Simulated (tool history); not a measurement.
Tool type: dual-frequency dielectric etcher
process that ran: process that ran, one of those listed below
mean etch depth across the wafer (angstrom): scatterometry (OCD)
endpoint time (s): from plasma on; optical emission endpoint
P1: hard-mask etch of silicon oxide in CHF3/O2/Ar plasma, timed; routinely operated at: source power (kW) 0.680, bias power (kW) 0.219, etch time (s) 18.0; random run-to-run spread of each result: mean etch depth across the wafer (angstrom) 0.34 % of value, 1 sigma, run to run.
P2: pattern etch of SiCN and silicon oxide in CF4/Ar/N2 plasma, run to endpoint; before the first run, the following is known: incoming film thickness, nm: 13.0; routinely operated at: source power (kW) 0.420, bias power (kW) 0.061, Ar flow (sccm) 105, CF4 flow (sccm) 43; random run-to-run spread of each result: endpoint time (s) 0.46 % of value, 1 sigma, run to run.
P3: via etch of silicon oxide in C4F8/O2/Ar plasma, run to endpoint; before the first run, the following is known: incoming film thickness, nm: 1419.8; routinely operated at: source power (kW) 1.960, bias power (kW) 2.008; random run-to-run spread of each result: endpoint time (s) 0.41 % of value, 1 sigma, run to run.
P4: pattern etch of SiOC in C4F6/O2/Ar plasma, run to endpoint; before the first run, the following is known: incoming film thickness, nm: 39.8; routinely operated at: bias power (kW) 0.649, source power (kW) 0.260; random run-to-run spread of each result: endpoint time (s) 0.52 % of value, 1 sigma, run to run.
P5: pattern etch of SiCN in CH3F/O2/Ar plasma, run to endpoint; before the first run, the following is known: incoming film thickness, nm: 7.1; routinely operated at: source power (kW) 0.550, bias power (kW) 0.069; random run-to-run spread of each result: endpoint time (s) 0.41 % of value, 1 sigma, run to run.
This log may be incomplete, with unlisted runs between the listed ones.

| run | hour | process that ran | source power (kW) | bias power (kW) | etch time (s) | Ar flow (sccm) | CF4 flow (sccm) | hours since the last wet clean | hours since the last source power generator calibration | hours since the last bias power generator calibration | mean etch depth across the wafer (angstrom) | endpoint time (s) |
|---|---|---|---|---|---|---|---|---|---|---|---|---|
| 1 | 9.2 | P1 | 0.680 | 0.219 | 18.0 |  |  | 282.1 | 601.2 | 405.2 | 397.62 |  |
| 2 | 20.5 | P2 | 0.420 | 0.061 |  | 144 | 43 | 293.4 | 612.5 | 416.5 |  | 20.078 |
| 3 | 36.8 | P5 | 0.340 | 0.069 |  |  |  | 309.7 | 628.8 | 432.8 |  | 19.883 |
| 4 | 49.0 | P1 | 0.680 | 0.142 | 14.5 |  |  | 321.9 | 641.0 | 445.0 | 275.08 |  |
| 5 | 61.7 | P2 | 0.520 | 0.061 |  | 105 | 43 | 334.6 | 653.7 | 457.7 |  | 15.575 |
| 6 | 71.2 | P1 | 0.680 | 0.219 | 18.0 |  |  | 344.1 | 663.2 | 467.2 | 394.36 |  |
| 7 | 83.4 | P4 | 0.260 | 0.476 |  |  |  | 356.3 | 675.4 | 479.4 |  | 15.850 |
| 8 | 91.0 | P1 | 0.680 | 0.150 | 18.0 |  |  | 363.9 | 683.0 | 487.0 | 346.55 |  |
| 9 | 99.5 | P4 | 0.260 | 0.649 |  |  |  | 372.4 | 691.5 | 495.5 |  | 14.143 |
| 10 | 107.9 | P2 | 0.420 | 0.061 |  | 105 | 43 | 380.8 | 699.9 | 503.9 |  | 18.880 |
| 11 | 123.7 | P1 | 0.680 | 0.219 | 18.0 |  |  | 396.6 | 715.7 | 519.7 | 391.97 |  |
| 12 | 137.8 | P2 | 0.420 | 0.061 |  | 105 | 43 | 410.7 | 729.8 | 533.8 |  | 18.868 |
|  | 141.0 | wet clean of the chamber |
| 13 | 149.1 | P1 | 0.680 | 0.219 | 18.0 |  |  | 8.2 | 741.1 | 545.1 | 393.55 |  |
| 14 | 160.5 | P5 | 0.550 | 0.094 |  |  |  | 19.6 | 752.5 | 556.5 |  | 14.860 |
| 15 | 176.1 | P2 | 0.420 | 0.061 |  | 105 | 28 | 35.2 | 768.1 | 572.1 |  | 20.441 |
| 16 | 186.3 | P4 | 0.260 | 0.649 |  |  |  | 45.4 | 778.3 | 582.3 |  | 14.085 |
| 17 | 196.3 | P5 | 0.550 | 0.069 |  |  |  | 55.4 | 788.3 | 592.3 |  | 16.732 |
| 18 | 208.7 | P1 | 0.430 | 0.219 | 18.0 |  |  | 67.8 | 800.7 | 604.7 | 332.17 |  |
| 19 | 217.4 | P1 | 0.680 | 0.307 | 18.0 |  |  | 76.5 | 809.4 | 613.4 | 441.13 |  |
| 20 | 230.1 | P2 | 0.420 | 0.038 |  | 105 | 43 | 89.2 | 822.1 | 626.1 |  | 22.383 |
| 21 | 243.2 | P3 | 1.960 | 2.008 |  |  |  | 102.3 | 835.2 | 639.2 |  | 272.860 |
| 22 | 253.7 | P3 | 1.960 | 2.497 |  |  |  | 112.8 | 845.7 | 649.7 |  | 255.720 |
| 23 | 265.1 | P1 | 0.680 | 0.219 | 23.0 |  |  | 124.2 | 857.1 | 661.1 | 507.53 |  |
| 24 | 276.3 | P3 | 2.780 | 2.008 |  |  |  | 135.4 | 868.3 | 672.3 |  | 237.780 |
| 25 | 286.0 | P1 | 0.440 | 0.219 | 12.0 |  |  | 145.1 | 878.0 | 682.0 | 222.03 |  |
| 26 | 298.3 | P1 | 0.820 | 0.219 | 18.0 |  |  | 157.4 | 890.3 | 694.3 | 427.38 |  |
| 27 | 306.6 | P1 | 0.680 | 0.219 | 18.0 |  |  | 165.7 | 898.6 | 702.6 | 391.74 |  |
| 28 | 320.5 | P4 | 0.340 | 0.649 |  |  |  | 179.6 | 912.5 | 716.5 |  | 12.736 |
| 29 | 327.8 | P1 | 0.680 | 0.219 | 10.0 |  |  | 186.9 | 919.8 | 723.8 | 220.41 |  |
| 30 | 341.6 | P3 | 1.960 | 2.008 |  |  |  | 200.7 | 933.6 | 737.6 |  | 273.310 |
| 31 | 354.5 | P1 | 0.680 | 0.219 | 18.0 |  |  | 213.6 | 946.5 | 750.5 | 394.18 |  |
| 32 | 367.4 | P1 | 0.680 | 0.219 | 18.0 |  |  | 226.5 | 959.4 | 763.4 | 394.88 |  |
| 33 | 381.7 | P1 | 0.680 | 0.219 | 18.0 |  |  | 240.8 | 973.7 | 777.7 | 393.19 |  |
| 34 | 390.9 | P1 | 0.680 | 0.219 | 18.0 |  |  | 250.0 | 982.9 | 786.9 | 396.00 |  |
| 35 | 399.9 | P1 | 0.680 | 0.219 | 18.0 |  |  | 259.0 | 991.9 | 795.9 | 399.31 |  |
| 36 | 410.8 | P1 | 0.680 | 0.219 | 18.0 |  |  | 269.9 | 1002.8 | 806.8 | 399.38 |  |
| 37 | 420.3 | P1 | 0.680 | 0.219 | 18.0 |  |  | 279.4 | 1012.3 | 816.3 | 401.14 |  |
|  | 433.9 | wet clean of the chamber |
| 38 | 436.0 | P1 | 0.680 | 0.219 | 18.0 |  |  | 2.2 | 1028.0 | 832.0 | 398.91 |  |
| 39 | 443.8 | P1 | 0.680 | 0.219 | 18.0 |  |  | 10.0 | 1035.8 | 839.8 | 399.03 |  |
| 40 | 460.3 | P1 | 0.680 | 0.219 | 18.0 |  |  | 26.5 | 1052.3 | 856.3 | 399.62 |  |
| 41 | 475.5 | P1 | 0.680 | 0.219 | 18.0 |  |  | 41.7 | 1067.5 | 871.5 | 399.31 |  |
| 42 | 486.1 | P1 | 0.680 | 0.219 | 18.0 |  |  | 52.3 | 1078.1 | 882.1 | 399.35 |  |

P1 has crept away from where it was. The log is fitted equally well by each of these 2 causes, at the sizes shown:
A: source power that arrives over what is set, % = 4.52
B: bias power that arrives over what is set, % = 4.94
Onset of the creep was near hour 381.7.
What rules out each remaining cause:
chamber walls in a state that raises the etch rate, %: serviced after onset, at hour 433.9, with no recovery of the prior output

Of the 4 check runs below, each run on 3 wafers with the results averaged and each result still a question mark, which one would tell the listed causes apart?
| check 1 | 496.7 | P3 | 1.960 | 2.008 |  |  |  |  |  |  |  | ? |
| check 2 | 496.7 | P2 | 0.420 | 0.061 |  | 105 | 43 |  |  |  |  | ? |
| check 3 | 496.7 | P4 | 0.260 | 0.649 |  |  |  |  |  |  |  | ? |
| check 4 | 496.7 | P5 | 0.550 | 0.069 |  |  |  |  |  |  |  | ? |

Outcome of each check run for each possible cause:
| check | result | if A | if B |
|---|---|---|---|
| check 1 | endpoint time (s) | 268.260 | 269.270 |
| check 2 | endpoint time (s) | 18.208 | 18.602 |
| check 3 | endpoint time (s) | 13.835 | 13.793 |
| check 4 | endpoint time (s) | 16.384 | 16.388 |
How far apart the two closest causes lie, in the result that separates them most: check 1 0.38 %; check 2 2.14 %; check 3 0.3 %; check 4 0.03 %
Check 2 is the one run that separates the causes; every other check would come out nearly the same whichever cause is at work.

After running check 2, the following was obtained: endpoint time (s) 18.563. Which cause does this point to?

The cause is B: bias power that arrives over what is set, %.
